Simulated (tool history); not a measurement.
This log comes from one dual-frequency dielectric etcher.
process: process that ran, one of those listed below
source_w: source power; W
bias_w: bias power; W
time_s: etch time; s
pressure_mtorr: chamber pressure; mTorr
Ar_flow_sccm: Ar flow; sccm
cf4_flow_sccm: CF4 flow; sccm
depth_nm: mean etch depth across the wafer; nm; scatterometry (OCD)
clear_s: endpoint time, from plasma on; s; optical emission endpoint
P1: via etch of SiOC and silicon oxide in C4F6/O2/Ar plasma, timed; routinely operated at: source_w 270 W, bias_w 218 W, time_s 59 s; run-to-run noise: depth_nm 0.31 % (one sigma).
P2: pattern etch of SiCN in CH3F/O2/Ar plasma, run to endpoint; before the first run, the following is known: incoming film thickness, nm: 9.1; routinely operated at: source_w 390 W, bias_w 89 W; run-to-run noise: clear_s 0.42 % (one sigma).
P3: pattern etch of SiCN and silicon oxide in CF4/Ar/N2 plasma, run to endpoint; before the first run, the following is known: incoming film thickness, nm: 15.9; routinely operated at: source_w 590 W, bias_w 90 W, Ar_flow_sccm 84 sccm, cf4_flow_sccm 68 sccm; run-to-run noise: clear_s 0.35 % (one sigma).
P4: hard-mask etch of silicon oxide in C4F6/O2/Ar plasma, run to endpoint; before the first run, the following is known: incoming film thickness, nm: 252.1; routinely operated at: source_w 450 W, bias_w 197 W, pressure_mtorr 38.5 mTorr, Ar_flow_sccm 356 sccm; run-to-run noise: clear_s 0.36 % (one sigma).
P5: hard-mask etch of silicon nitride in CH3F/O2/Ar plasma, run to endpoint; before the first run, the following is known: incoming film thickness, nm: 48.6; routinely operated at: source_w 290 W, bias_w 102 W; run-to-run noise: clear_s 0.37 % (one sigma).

run 1 hour=7.5 | process=P1 source_w=270 bias_w=218 time_s=59 | depth_nm=61.927
run 2 hour=13.6 | process=P4 source_w=360 bias_w=197 pressure_mtorr=38.5 Ar_flow_sccm=356 | clear_s=84.852
run 3 hour=23 | process=P1 source_w=270 bias_w=218 time_s=33.5 | depth_nm=35.197
run 4 hour=32.2 | process=P1 source_w=190 bias_w=179 time_s=59 | depth_nm=50.74
run 5 hour=43.5 | process=P4 source_w=450 bias_w=197 pressure_mtorr=38.5 Ar_flow_sccm=447 | clear_s=79.812
run 6 hour=50.4 | process=P3 source_w=590 bias_w=90 Ar_flow_sccm=101 cf4_flow_sccm=68 | clear_s=13.413
run 7 hour=61.6 | process=P2 source_w=390 bias_w=89 | clear_s=23.036
run 8 hour=67.3 | process=P1 source_w=270 bias_w=156 time_s=74 | depth_nm=69.459
run 9 hour=75.9 | process=P4 source_w=450 bias_w=197 pressure_mtorr=31 Ar_flow_sccm=356 | clear_s=75.742
run 10 hour=84.2 | process=P1 source_w=270 bias_w=218 time_s=59 | depth_nm=62
run 11 hour=94.5 | process=P1 source_w=180 bias_w=218 time_s=59 | depth_nm=53.157
run 12 hour=103.5 | process=P1 source_w=340 bias_w=218 time_s=59 | depth_nm=67.466
run 13 hour=109.8 | process=P1 source_w=270 bias_w=218 time_s=59 | depth_nm=62.167
run 14 hour=118.6 | process=P1 source_w=170 bias_w=218 time_s=40.5 | depth_nm=35.791
run 15 hour=126.8 | process=P5 source_w=290 bias_w=102 | clear_s=69.877
run 16 hour=134.5 | process=P5 source_w=370 bias_w=102 | clear_s=63.397
run 17 hour=146.1 | process=P3 source_w=590 bias_w=90 Ar_flow_sccm=84 cf4_flow_sccm=68 | clear_s=13.08
run 18 hour=156.3 | process=P1 source_w=270 bias_w=174 time_s=59 | depth_nm=57.613
run 19 hour=163.3 | process=P3 source_w=590 bias_w=90 Ar_flow_sccm=84 cf4_flow_sccm=68 | clear_s=12.954
run 20 hour=172.6 | process=P3 source_w=470 bias_w=90 Ar_flow_sccm=84 cf4_flow_sccm=68 | clear_s=15.781
run 21 hour=184.5 | process=P3 source_w=590 bias_w=55 Ar_flow_sccm=84 cf4_flow_sccm=68 | clear_s=15.217
run 22 hour=192.1 | process=P4 source_w=450 bias_w=131 pressure_mtorr=38.5 Ar_flow_sccm=356 | clear_s=87.291
run 23 hour=199 | process=P1 source_w=270 bias_w=218 time_s=59 | depth_nm=61.867
run 24 hour=211 | process=P4 source_w=450 bias_w=197 pressure_mtorr=38.5 Ar_flow_sccm=356 | clear_s=77.847
run 25 hour=216.7 | process=P5 source_w=290 bias_w=139 | clear_s=61.93
run 26 hour=229.1 | process=P3 source_w=590 bias_w=90 Ar_flow_sccm=84 cf4_flow_sccm=53 | clear_s=13.41
run 27 hour=238.2 | process=P2 source_w=390 bias_w=72 | clear_s=24.689
run 28 hour=245.3 | process=P2 source_w=510 bias_w=89 | clear_s=20.812
run 29 hour=255.6 | process=P1 source_w=270 bias_w=218 time_s=83.5 | depth_nm=87.955
run 30 hour=266.7 | process=P1 source_w=270 bias_w=264 time_s=59 | depth_nm=66.159
run 31 hour=275.4 | process=P1 source_w=270 bias_w=218 time_s=59 | depth_nm=62.046
run 32 hour=281.2 | process=P1 source_w=270 bias_w=218 time_s=59 | depth_nm=62.229
run 33 hour=291.1 | process=P1 source_w=270 bias_w=218 time_s=59 | depth_nm=62.333
run 34 hour=299.8 | process=P1 source_w=270 bias_w=218 time_s=59 | depth_nm=62.597
run 35 hour=310.6 | process=P1 source_w=270 bias_w=218 time_s=59 | depth_nm=62.667
run 36 hour=318.3 | process=P1 source_w=270 bias_w=218 time_s=59 | depth_nm=63.282
run 37 hour=326.1 | process=P1 source_w=270 bias_w=218 time_s=59 | depth_nm=63.028
run 38 hour=332.3 | process=P1 source_w=270 bias_w=218 time_s=59 | depth_nm=63.078
run 39 hour=341.7 | process=P1 source_w=270 bias_w=218 time_s=59 | depth_nm=62.981
-- hour=345.7 wet clean of the chamber
run 40 hour=353.4 | process=P1 source_w=270 bias_w=218 time_s=59 | depth_nm=63.095
run 41 hour=361.2 | process=P1 source_w=270 bias_w=218 time_s=59 | depth_nm=62.999
run 42 hour=371.8 | process=P1 source_w=270 bias_w=218 time_s=59 | depth_nm=63.105

Compared with where it was, what P1 gives has crept away. Each cause listed below fits the log as well as the rest, at the size given for it:
A: bias power that arrives over what is set, % = 4.66
B: source power that arrives over what is set, % = 4.21
Creep in the process output first set in at about hour 281.2.
Each remaining cause and why it is not a fit:
chamber walls in a state that raises the etch rate, %: maintenance at hour 345.7, after the shift began, did not return the process to its former output

Each of the check runs listed below is run on 2 wafers and reports their average, with the results left as question marks. Pick the one under which the possible causes would lead to clearly different results.
run check 1 hour=382.4 | process=P3 source_w=590 bias_w=90 Ar_flow_sccm=84 cf4_flow_sccm=68 | clear_s=?
run check 2 hour=382.4 | process=P2 source_w=390 bias_w=89 | clear_s=?
run check 3 hour=382.4 | process=P4 source_w=450 bias_w=197 pressure_mtorr=38.5 Ar_flow_sccm=356 | clear_s=?
run check 4 hour=382.4 | process=P5 source_w=290 bias_w=102 | clear_s=?

Check results expected under each cause:
check=check_1 result=clear_s if_A=12.787 if_B=12.523
check=check_2 result=clear_s if_A=22.558 if_B=22.594
check=check_3 result=clear_s if_A=76.469 if_B=76.361
check=check_4 result=clear_s if_A=68.422 if_B=68.554
Minimum pairwise separation of causes per check, each pair taken at its best-separating result: check 1 2.08 %; check 2 0.16 %; check 3 0.14 %; check 4 0.19 %
Check 1 is the one run that separates the causes; every other check would come out nearly the same whichever cause is at work.

Then check 1 was run and gave: clear_s 12.771 s. Which cause is it?

Of the candidate causes, it is A: bias power that arrives over what is set, %.

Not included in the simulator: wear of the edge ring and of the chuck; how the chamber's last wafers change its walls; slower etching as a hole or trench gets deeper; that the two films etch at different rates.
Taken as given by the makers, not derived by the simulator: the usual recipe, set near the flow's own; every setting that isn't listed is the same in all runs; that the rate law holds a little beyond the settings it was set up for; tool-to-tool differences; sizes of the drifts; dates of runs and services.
